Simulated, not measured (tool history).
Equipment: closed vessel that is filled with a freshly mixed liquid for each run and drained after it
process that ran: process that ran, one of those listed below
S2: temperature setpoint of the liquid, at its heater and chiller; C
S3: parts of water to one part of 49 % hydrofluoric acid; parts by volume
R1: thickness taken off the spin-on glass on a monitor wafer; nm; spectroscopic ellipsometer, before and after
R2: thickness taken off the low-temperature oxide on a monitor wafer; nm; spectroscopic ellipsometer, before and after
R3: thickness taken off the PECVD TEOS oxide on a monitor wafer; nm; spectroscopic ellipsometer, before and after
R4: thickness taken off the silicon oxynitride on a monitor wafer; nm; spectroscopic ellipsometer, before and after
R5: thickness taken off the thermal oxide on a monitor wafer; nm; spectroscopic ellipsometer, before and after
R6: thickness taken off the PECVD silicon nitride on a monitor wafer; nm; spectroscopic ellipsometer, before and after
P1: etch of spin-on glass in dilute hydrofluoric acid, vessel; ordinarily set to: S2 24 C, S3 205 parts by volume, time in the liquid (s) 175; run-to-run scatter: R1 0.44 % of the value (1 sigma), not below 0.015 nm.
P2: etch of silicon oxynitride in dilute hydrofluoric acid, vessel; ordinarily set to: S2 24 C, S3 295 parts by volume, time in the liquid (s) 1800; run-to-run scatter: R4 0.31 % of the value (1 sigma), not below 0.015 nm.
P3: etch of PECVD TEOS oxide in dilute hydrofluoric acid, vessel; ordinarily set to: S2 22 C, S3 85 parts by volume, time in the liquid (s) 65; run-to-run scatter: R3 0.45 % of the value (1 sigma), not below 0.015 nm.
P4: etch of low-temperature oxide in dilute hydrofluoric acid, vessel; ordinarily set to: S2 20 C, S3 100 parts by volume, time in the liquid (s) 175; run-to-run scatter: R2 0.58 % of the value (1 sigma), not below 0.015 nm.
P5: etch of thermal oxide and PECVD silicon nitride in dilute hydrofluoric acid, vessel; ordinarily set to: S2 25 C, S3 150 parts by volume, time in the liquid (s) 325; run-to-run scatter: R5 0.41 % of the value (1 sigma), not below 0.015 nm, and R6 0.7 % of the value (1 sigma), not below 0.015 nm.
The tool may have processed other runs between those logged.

{"run": 1, "hour": 7.3, "process that ran": "P1", "S2": 24, "S3": 205, "time in the liquid (s)": 175, "R1": 15.012}
{"run": 2, "hour": 14.6, "process that ran": "P1", "S2": 24, "S3": 50, "time in the liquid (s)": 175, "R1": 74.055}
{"run": 3, "hour": 23.3, "process that ran": "P4", "S2": 20, "S3": 100, "time in the liquid (s)": 175, "R2": 34.449}
{"run": 4, "hour": 30.1, "process that ran": "P3", "S2": 22, "S3": 85, "time in the liquid (s)": 65, "R3": 13.677}
{"run": 5, "hour": 39.8, "process that ran": "P1", "S2": 24, "S3": 205, "time in the liquid (s)": 175, "R1": 14.926}
{"run": 6, "hour": 54.6, "process that ran": "P1", "S2": 24, "S3": 205, "time in the liquid (s)": 175, "R1": 14.961}
{"run": 7, "hour": 68.4, "process that ran": "P2", "S2": 32.5, "S3": 295, "time in the liquid (s)": 1800, "R4": 28.67}
{"run": 8, "hour": 76.2, "process that ran": "P3", "S2": 30.5, "S3": 85, "time in the liquid (s)": 65, "R3": 18.994}
{"run": 9, "hour": 89.1, "process that ran": "P4", "S2": 20, "S3": 175, "time in the liquid (s)": 175, "R2": 18.095}
{"run": 10, "hour": 104.0, "process that ran": "P2", "S2": 24, "S3": 295, "time in the liquid (s)": 3490, "R4": 39.322}
{"run": 11, "hour": 114.9, "process that ran": "P5", "S2": 25, "S3": 150, "time in the liquid (s)": 635, "R5": 20.909, "R6": 7.8576}
{"run": 12, "hour": 125.9, "process that ran": "P4", "S2": 20, "S3": 100, "time in the liquid (s)": 350, "R2": 69.388}
{"run": 13, "hour": 137.4, "process that ran": "P1", "S2": 24, "S3": 205, "time in the liquid (s)": 305, "R1": 26.38}
{"run": 14, "hour": 151.3, "process that ran": "P2", "S2": 24, "S3": 460, "time in the liquid (s)": 1800, "R4": 11.71}
{"run": 15, "hour": 163.9, "process that ran": "P1", "S2": 24, "S3": 205, "time in the liquid (s)": 30, "R1": 2.5848}
{"run": 16, "hour": 171.0, "process that ran": "P5", "S2": 33, "S3": 150, "time in the liquid (s)": 325, "R5": 14.322, "R6": 6.6379}
{"run": 17, "hour": 178.2, "process that ran": "P1", "S2": 29.5, "S3": 205, "time in the liquid (s)": 265, "R1": 27.659}
{"run": 18, "hour": 187.1, "process that ran": "P1", "S2": 24, "S3": 205, "time in the liquid (s)": 175, "R1": 15.021}
{"run": 19, "hour": 198.0, "process that ran": "P5", "S2": 25, "S3": 150, "time in the liquid (s)": 325, "R5": 10.683, "R6": 4.0811}
{"run": 20, "hour": 213.2, "process that ran": "P1", "S2": 24, "S3": 205, "time in the liquid (s)": 175, "R1": 14.926}
{"run": 21, "hour": 222.5, "process that ran": "P1", "S2": 20.5, "S3": 205, "time in the liquid (s)": 265, "R1": 19.89}
{"hour": 231.7, "done": "thermometer replaced"}
{"run": 22, "hour": 233.4, "process that ran": "P2", "S2": 24, "S3": 295, "time in the liquid (s)": 1800, "R4": 20.27}
{"run": 23, "hour": 246.9, "process that ran": "P3", "S2": 22, "S3": 45, "time in the liquid (s)": 65, "R3": 27.023}
{"run": 24, "hour": 258.4, "process that ran": "P5", "S2": 25, "S3": 65, "time in the liquid (s)": 325, "R5": 27.622, "R6": 9.2856}
{"run": 25, "hour": 267.2, "process that ran": "P4", "S2": 20, "S3": 100, "time in the liquid (s)": 175, "R2": 34.688}
{"run": 26, "hour": 276.7, "process that ran": "P4", "S2": 25.5, "S3": 100, "time in the liquid (s)": 175, "R2": 42.853}
{"run": 27, "hour": 291.0, "process that ran": "P1", "S2": 24, "S3": 205, "time in the liquid (s)": 175, "R1": 14.96}
{"run": 28, "hour": 298.7, "process that ran": "P1", "S2": 31.5, "S3": 205, "time in the liquid (s)": 280, "R1": 31.179}
{"run": 29, "hour": 308.7, "process that ran": "P1", "S2": 24, "S3": 370, "time in the liquid (s)": 175, "R1": 7.0432}
{"run": 30, "hour": 317.3, "process that ran": "P1", "S2": 30.5, "S3": 205, "time in the liquid (s)": 175, "R1": 19.025}
{"run": 31, "hour": 326.0, "process that ran": "P1", "S2": 20.5, "S3": 205, "time in the liquid (s)": 175, "R1": 13.19}
{"run": 32, "hour": 336.1, "process that ran": "P3", "S2": 22, "S3": 85, "time in the liquid (s)": 30, "R3": 6.3176}
{"run": 33, "hour": 343.0, "process that ran": "P1", "S2": 24, "S3": 205, "time in the liquid (s)": 175, "R1": 14.887}
{"run": 34, "hour": 353.2, "process that ran": "P1", "S2": 24, "S3": 205, "time in the liquid (s)": 175, "R1": 14.632}
{"run": 35, "hour": 368.3, "process that ran": "P1", "S2": 24, "S3": 205, "time in the liquid (s)": 175, "R1": 14.44}
{"run": 36, "hour": 380.4, "process that ran": "P1", "S2": 24, "S3": 205, "time in the liquid (s)": 175, "R1": 14.21}
{"run": 37, "hour": 389.0, "process that ran": "P1", "S2": 24, "S3": 205, "time in the liquid (s)": 175, "R1": 14.302}
{"run": 38, "hour": 400.4, "process that ran": "P1", "S2": 24, "S3": 205, "time in the liquid (s)": 175, "R1": 14.213}
{"run": 39, "hour": 408.8, "process that ran": "P1", "S2": 24, "S3": 205, "time in the liquid (s)": 175, "R1": 14.089}

P1 no longer gives what it gave before; its output has crept away from where it was. The following 2 causes, each at its listed size, fit the log equally well:
A: hydrofluoric acid flow below the setpoint (%) = 4.19
B: liquid colder than its thermometer reads (K) = 1.42
The process output started creeping at around hour 343.

The 4 check runs listed below each average the results of 2 wafers, and their outcomes are marked with question marks. Under which run would the listed causes produce clearly different results?
{"run": "check 1", "hour": 417.2, "process that ran": "P4", "S2": 20, "S3": 160, "time in the liquid (s)": 330, "R2": "?"}
{"run": "check 2", "hour": 417.2, "process that ran": "P5", "S2": 32.5, "S3": 150, "time in the liquid (s)": 620, "R5": "?", "R6": "?"}
{"run": "check 3", "hour": 417.2, "process that ran": "P3", "S2": 29.5, "S3": 85, "time in the liquid (s)": 65, "R3": "?"}
{"run": "check 4", "hour": 417.2, "process that ran": "P2", "S2": 24, "S3": 450, "time in the liquid (s)": 3090, "R4": "?"}

What each check would give under each cause:
check=check_1 result=R2 if_A=36.191 if_B=35.954
check=check_2 result=R5 if_A=25.41 if_B=25.454
check=check_2 result=R6 if_A=11.796 if_B=11.315
check=check_3 result=R3 if_A=17.454 if_B=17.343
check=check_4 result=R4 if_A=19.546 if_B=19.504
Distance between the nearest two causes, measured in the result of the check that separates them most: check 1 0.66 %; check 2 4.16 %; check 3 0.64 %; check 4 0.22 %
Check 2 distinguishes between the causes, while the remaining checks would return nearly the same result for all of them.

Check 2 was then run and gave: R5 25.43 nm; R6 11.353 nm. Which cause is it?

It is B: liquid colder than its thermometer reads (K).
